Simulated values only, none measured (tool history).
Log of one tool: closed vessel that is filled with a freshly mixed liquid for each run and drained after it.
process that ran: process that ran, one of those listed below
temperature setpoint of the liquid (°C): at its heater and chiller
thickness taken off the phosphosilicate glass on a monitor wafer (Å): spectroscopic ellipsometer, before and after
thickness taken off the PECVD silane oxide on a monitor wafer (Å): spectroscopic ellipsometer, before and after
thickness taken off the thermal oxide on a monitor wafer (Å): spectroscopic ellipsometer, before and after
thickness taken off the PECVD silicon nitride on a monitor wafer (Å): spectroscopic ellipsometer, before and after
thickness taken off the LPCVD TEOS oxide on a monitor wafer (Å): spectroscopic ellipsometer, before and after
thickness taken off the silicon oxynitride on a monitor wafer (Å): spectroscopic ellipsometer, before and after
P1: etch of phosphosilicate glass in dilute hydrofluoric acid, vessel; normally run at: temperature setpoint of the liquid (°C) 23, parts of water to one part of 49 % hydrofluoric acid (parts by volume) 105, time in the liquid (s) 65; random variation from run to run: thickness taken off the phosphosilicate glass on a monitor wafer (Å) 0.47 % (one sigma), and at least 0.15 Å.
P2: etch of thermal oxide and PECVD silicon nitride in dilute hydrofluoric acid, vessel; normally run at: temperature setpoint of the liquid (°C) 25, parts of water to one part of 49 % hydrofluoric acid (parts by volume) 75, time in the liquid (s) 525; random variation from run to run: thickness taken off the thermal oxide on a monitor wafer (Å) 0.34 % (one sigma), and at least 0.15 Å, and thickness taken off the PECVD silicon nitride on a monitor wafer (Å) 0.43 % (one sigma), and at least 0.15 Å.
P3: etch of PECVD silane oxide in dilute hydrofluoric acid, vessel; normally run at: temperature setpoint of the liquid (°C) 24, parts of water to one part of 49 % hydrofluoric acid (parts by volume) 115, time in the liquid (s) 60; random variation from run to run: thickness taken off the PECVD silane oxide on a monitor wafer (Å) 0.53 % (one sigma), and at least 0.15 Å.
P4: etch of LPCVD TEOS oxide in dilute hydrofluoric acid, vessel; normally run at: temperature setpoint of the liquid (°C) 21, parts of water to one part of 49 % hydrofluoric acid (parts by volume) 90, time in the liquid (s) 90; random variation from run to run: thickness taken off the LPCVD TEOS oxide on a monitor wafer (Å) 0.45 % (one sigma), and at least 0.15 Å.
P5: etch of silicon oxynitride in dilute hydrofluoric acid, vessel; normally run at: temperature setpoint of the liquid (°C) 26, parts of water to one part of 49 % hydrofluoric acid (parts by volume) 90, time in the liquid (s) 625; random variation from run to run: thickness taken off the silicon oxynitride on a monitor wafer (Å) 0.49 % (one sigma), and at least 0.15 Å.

run,hour,process that ran,temperature setpoint of the liquid (°C),parts of water to one part of 49 % hydrofluoric acid (parts by volume),time in the liquid (s),thickness taken off the phosphosilicate glass on a monitor wafer (Å),thickness taken off the PECVD silane oxide on a monitor wafer (Å),thickness taken off the thermal oxide on a monitor wafer (Å),thickness taken off the PECVD silicon nitride on a monitor wafer (Å),thickness taken off the LPCVD TEOS oxide on a monitor wafer (Å),thickness taken off the silicon oxynitride on a monitor wafer (Å)
1,9.5,P1,23,105,65,374.93,,,,,
2,18,P3,24,115,30,,115.55,,,,
3,32.3,P1,29,105,110,803.1,,,,,
4,46.5,P2,25,75,525,,,337.63,218.06,,
5,53.3,P4,21,90,90,,,,,287.45,
6,64.9,P1,23,70,115,1040.8,,,,,
7,77.4,P1,23,105,65,375.59,,,,,
8,84.7,P1,23,105,30,173.49,,,,,
9,97.7,P2,25,115,525,,,208.18,143.31,,
10,109,P4,21,90,40,,,,,128.41,
11,118.4,P1,23,105,95,545.97,,,,,
12,129.6,P3,24,115,60,,230.89,,,,
13,139.3,P1,23,160,65,229.04,,,,,
14,152.4,P1,17,105,65,292.18,,,,,
15,161.1,P2,25,75,935,,,602.93,384.79,,
16,169.9,P1,31,105,65,509.98,,,,,
17,182.8,P5,26,90,625,,,,,,332.21
18,191.8,P3,24,200,60,,120.7,,,,
19,199.7,P2,30,75,525,,,409.3,301.48,,
20,208.6,P5,26,90,625,,,,,,333.14
21,217,P2,25,75,525,,,337.06,216.65,,
22,225.4,P1,23,25,65,1744,,,,,
23,236.7,P1,23,105,65,377.6,,,,,
24,245.8,P1,27.5,105,30,205.75,,,,,
25,257.3,P5,33.5,90,625,,,,,,465.09
26,270.4,P4,21,90,90,,,,,286.38,

Run 27 comes next. What will it give?
27,281.4,P1,23,105,65,?,,,,,

Run 27 gave thickness taken off the phosphosilicate glass on a monitor wafer (Å) 376.

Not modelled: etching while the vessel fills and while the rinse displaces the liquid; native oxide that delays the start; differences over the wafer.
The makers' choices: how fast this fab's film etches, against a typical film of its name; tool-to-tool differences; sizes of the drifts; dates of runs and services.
